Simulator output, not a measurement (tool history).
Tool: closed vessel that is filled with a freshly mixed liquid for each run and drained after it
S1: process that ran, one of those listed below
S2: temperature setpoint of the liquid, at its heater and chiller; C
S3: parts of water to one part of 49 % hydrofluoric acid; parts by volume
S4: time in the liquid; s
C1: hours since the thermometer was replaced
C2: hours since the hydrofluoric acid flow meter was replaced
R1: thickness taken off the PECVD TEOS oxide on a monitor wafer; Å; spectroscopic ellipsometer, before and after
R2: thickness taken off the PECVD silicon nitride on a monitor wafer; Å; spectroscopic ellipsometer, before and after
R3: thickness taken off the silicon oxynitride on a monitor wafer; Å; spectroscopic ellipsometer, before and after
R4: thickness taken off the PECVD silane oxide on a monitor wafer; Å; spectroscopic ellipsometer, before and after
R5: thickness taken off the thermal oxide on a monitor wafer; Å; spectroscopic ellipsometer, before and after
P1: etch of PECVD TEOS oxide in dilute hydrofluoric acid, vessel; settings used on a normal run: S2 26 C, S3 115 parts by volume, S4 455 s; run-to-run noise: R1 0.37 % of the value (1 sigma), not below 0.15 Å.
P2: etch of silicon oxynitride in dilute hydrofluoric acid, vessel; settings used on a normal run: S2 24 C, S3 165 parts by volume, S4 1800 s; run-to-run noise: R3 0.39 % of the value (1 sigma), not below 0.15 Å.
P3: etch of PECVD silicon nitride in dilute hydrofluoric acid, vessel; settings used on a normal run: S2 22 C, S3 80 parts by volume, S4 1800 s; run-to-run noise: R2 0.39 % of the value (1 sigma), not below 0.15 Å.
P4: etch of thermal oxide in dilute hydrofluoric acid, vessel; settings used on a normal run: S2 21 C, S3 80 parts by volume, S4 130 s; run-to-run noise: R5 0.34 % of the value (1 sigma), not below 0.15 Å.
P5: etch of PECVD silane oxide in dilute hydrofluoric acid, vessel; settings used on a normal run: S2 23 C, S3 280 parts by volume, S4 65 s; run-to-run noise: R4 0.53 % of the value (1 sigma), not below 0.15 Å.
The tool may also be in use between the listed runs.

{"run": 1, "hour": 8.5, "S1": "P1", "S2": 26, "S3": 115, "S4": 455, "C1": 691.8, "C2": 677, "R1": 362.51}
{"run": 2, "hour": 15.5, "S1": "P1", "S2": 32, "S3": 115, "S4": 455, "C1": 698.8, "C2": 684, "R1": 453.38}
{"run": 3, "hour": 21.9, "S1": "P1", "S2": 26, "S3": 115, "S4": 455, "C1": 705.2, "C2": 690.4, "R1": 360.42}
{"run": 4, "hour": 29.0, "S1": "P3", "S2": 22, "S3": 80, "S4": 3550, "C1": 712.3, "C2": 697.5, "R2": 695.9}
{"run": 5, "hour": 39.5, "S1": "P1", "S2": 26, "S3": 115, "S4": 455, "C1": 722.8, "C2": 708, "R1": 360.46}
{"run": 6, "hour": 45.8, "S1": "P2", "S2": 24, "S3": 165, "S4": 1800, "C1": 729.1, "C2": 714.3, "R3": 413.02}
{"run": 7, "hour": 54.0, "S1": "P1", "S2": 26, "S3": 115, "S4": 455, "C1": 737.3, "C2": 722.5, "R1": 360.77}
{"run": 8, "hour": 60.9, "S1": "P3", "S2": 22, "S3": 80, "S4": 1800, "C1": 744.2, "C2": 729.4, "R2": 352.7}
{"run": 9, "hour": 70.3, "S1": "P1", "S2": 26, "S3": 115, "S4": 455, "C1": 753.6, "C2": 738.8, "R1": 361.42}
{"run": 10, "hour": 80.8, "S1": "P3", "S2": 30, "S3": 80, "S4": 1800, "C1": 764.1, "C2": 749.3, "R2": 595.09}
{"run": 11, "hour": 86.8, "S1": "P5", "S2": 23, "S3": 280, "S4": 65, "C1": 770.1, "C2": 755.3, "R4": 57.142}
{"run": 12, "hour": 93.5, "S1": "P5", "S2": 23, "S3": 280, "S4": 65, "C1": 776.8, "C2": 762, "R4": 57.037}
{"run": 13, "hour": 98.4, "S1": "P2", "S2": 18.5, "S3": 165, "S4": 1800, "C1": 781.7, "C2": 766.9, "R3": 321.2}
{"run": 14, "hour": 109.6, "S1": "P5", "S2": 17, "S3": 280, "S4": 65, "C1": 792.9, "C2": 778.1, "R4": 45.644}
{"run": 15, "hour": 118.8, "S1": "P4", "S2": 27.5, "S3": 80, "S4": 130, "C1": 802.1, "C2": 787.3, "R5": 88.992}
{"run": 16, "hour": 124.4, "S1": "P1", "S2": 26, "S3": 200, "S4": 455, "C1": 807.7, "C2": 792.9, "R1": 189.88}
{"run": 17, "hour": 133.1, "S1": "P1", "S2": 26, "S3": 115, "S4": 50, "C1": 816.4, "C2": 801.6, "R1": 39.546}
{"run": 18, "hour": 142.2, "S1": "P2", "S2": 24, "S3": 280, "S4": 1800, "C1": 825.5, "C2": 810.7, "R3": 223.9}
{"run": 19, "hour": 151.5, "S1": "P2", "S2": 24, "S3": 165, "S4": 1800, "C1": 834.8, "C2": 820, "R3": 411.67}
{"hour": 154.4, "done": "thermometer replaced"}
{"run": 20, "hour": 162.3, "S1": "P1", "S2": 26, "S3": 115, "S4": 455, "C1": 8, "C2": 830.8, "R1": 364.07}
{"run": 21, "hour": 171.5, "S1": "P4", "S2": 21, "S3": 80, "S4": 130, "C1": 17.2, "C2": 840, "R5": 69.003}
{"run": 22, "hour": 180.8, "S1": "P1", "S2": 20, "S3": 115, "S4": 455, "C1": 26.5, "C2": 849.3, "R1": 287}
{"run": 23, "hour": 191.7, "S1": "P4", "S2": 21, "S3": 80, "S4": 30, "C1": 37.4, "C2": 860.2, "R5": 15.843}
{"run": 24, "hour": 199.2, "S1": "P4", "S2": 21, "S3": 50, "S4": 130, "C1": 44.9, "C2": 867.7, "R5": 114.41}
{"run": 25, "hour": 207.5, "S1": "P1", "S2": 18.5, "S3": 115, "S4": 160, "C1": 53.2, "C2": 876, "R1": 93.941}
{"run": 26, "hour": 212.6, "S1": "P2", "S2": 24, "S3": 165, "S4": 80, "C1": 58.3, "C2": 881.1, "R3": 18.459}
{"run": 27, "hour": 221.4, "S1": "P1", "S2": 26, "S3": 115, "S4": 765, "C1": 67.1, "C2": 889.9, "R1": 608.67}
{"run": 28, "hour": 230.7, "S1": "P1", "S2": 26, "S3": 70, "S4": 455, "C1": 76.4, "C2": 899.2, "R1": 633.2}
{"run": 29, "hour": 235.6, "S1": "P5", "S2": 23, "S3": 280, "S4": 105, "C1": 81.3, "C2": 904.1, "R4": 92.997}
{"run": 30, "hour": 244.6, "S1": "P4", "S2": 21, "S3": 80, "S4": 130, "C1": 90.3, "C2": 913.1, "R5": 69.503}
{"run": 31, "hour": 250.8, "S1": "P3", "S2": 22, "S3": 135, "S4": 1800, "C1": 96.5, "C2": 919.3, "R2": 212.13}
{"run": 32, "hour": 255.9, "S1": "P5", "S2": 23, "S3": 170, "S4": 65, "C1": 101.6, "C2": 924.4, "R4": 105.48}
{"run": 33, "hour": 266.5, "S1": "P1", "S2": 26, "S3": 115, "S4": 455, "C1": 112.2, "C2": 935, "R1": 359.57}
{"run": 34, "hour": 273.1, "S1": "P1", "S2": 26, "S3": 115, "S4": 455, "C1": 118.8, "C2": 941.6, "R1": 369.93}
{"run": 35, "hour": 282.5, "S1": "P1", "S2": 26, "S3": 115, "S4": 455, "C1": 128.2, "C2": 951, "R1": 380.76}
{"run": 36, "hour": 291.5, "S1": "P1", "S2": 26, "S3": 115, "S4": 455, "C1": 137.2, "C2": 960, "R1": 386.65}
{"run": 37, "hour": 302.5, "S1": "P1", "S2": 26, "S3": 115, "S4": 455, "C1": 148.2, "C2": 971, "R1": 388.81}
{"run": 38, "hour": 309.5, "S1": "P1", "S2": 26, "S3": 115, "S4": 455, "C1": 155.2, "C2": 978, "R1": 390.67}
{"run": 39, "hour": 320.0, "S1": "P1", "S2": 26, "S3": 115, "S4": 455, "C1": 165.7, "C2": 988.5, "R1": 389.46}
{"run": 40, "hour": 329.4, "S1": "P1", "S2": 26, "S3": 115, "S4": 455, "C1": 175.1, "C2": 997.9, "R1": 392.62}
{"run": 41, "hour": 334.5, "S1": "P1", "S2": 26, "S3": 115, "S4": 455, "C1": 180.2, "C2": 1003, "R1": 392.83}
{"run": 42, "hour": 343.1, "S1": "P1", "S2": 26, "S3": 115, "S4": 455, "C1": 188.8, "C2": 1011.6, "R1": 392.54}
{"run": 43, "hour": 350.2, "S1": "P1", "S2": 26, "S3": 115, "S4": 455, "C1": 195.9, "C2": 1018.7, "R1": 393.55}

The output of P1 has drifted from where it used to be. Each of the 2 causes below, taken at the size shown beside it, accounts for the log equally well:
A: liquid hotter than its thermometer reads (K) = 2.24
B: hydrofluoric acid flow above the setpoint (%) = 7.74
Creep in the process output first set in at about hour 266.5.

The check runs listed below each take one wafer, and their results are still question marks. Under which run would the listed causes lead to clearly different results?
{"run": "check 1", "hour": 357.3, "S1": "P3", "S2": 22, "S3": 130, "S4": 3350, "R2": "?"}
{"run": "check 2", "hour": 357.3, "S1": "P2", "S2": 24, "S3": 255, "S4": 190, "R3": "?"}
{"run": "check 3", "hour": 357.3, "S1": "P4", "S2": 26.5, "S3": 80, "S4": 30, "R5": "?"}
{"run": "check 4", "hour": 357.3, "S1": "P5", "S2": 17, "S3": 280, "S4": 90, "R4": "?"}

What each check would give under each cause:
check=check_1 result=R2 if_A=472.89 if_B=439.33
check=check_2 result=R3 if_A=29.214 if_B=28.976
check=check_3 result=R5 if_A=21.712 if_B=21.605
check=check_4 result=R4 if_A=68.875 if_B=69.375
Separation of the two closest causes in each check, using whichever result separates them best: check 1 7.36 %; check 2 0.82 %; check 3 0.49 %; check 4 0.72 %
The causes can be told apart only by check 1. The other checks would give nearly the same results under each of them.

Check 1 was carried out, with these results: R2 474.01 Å. Which of the listed causes is responsible?

A is the cause: liquid hotter than its thermometer reads (K).

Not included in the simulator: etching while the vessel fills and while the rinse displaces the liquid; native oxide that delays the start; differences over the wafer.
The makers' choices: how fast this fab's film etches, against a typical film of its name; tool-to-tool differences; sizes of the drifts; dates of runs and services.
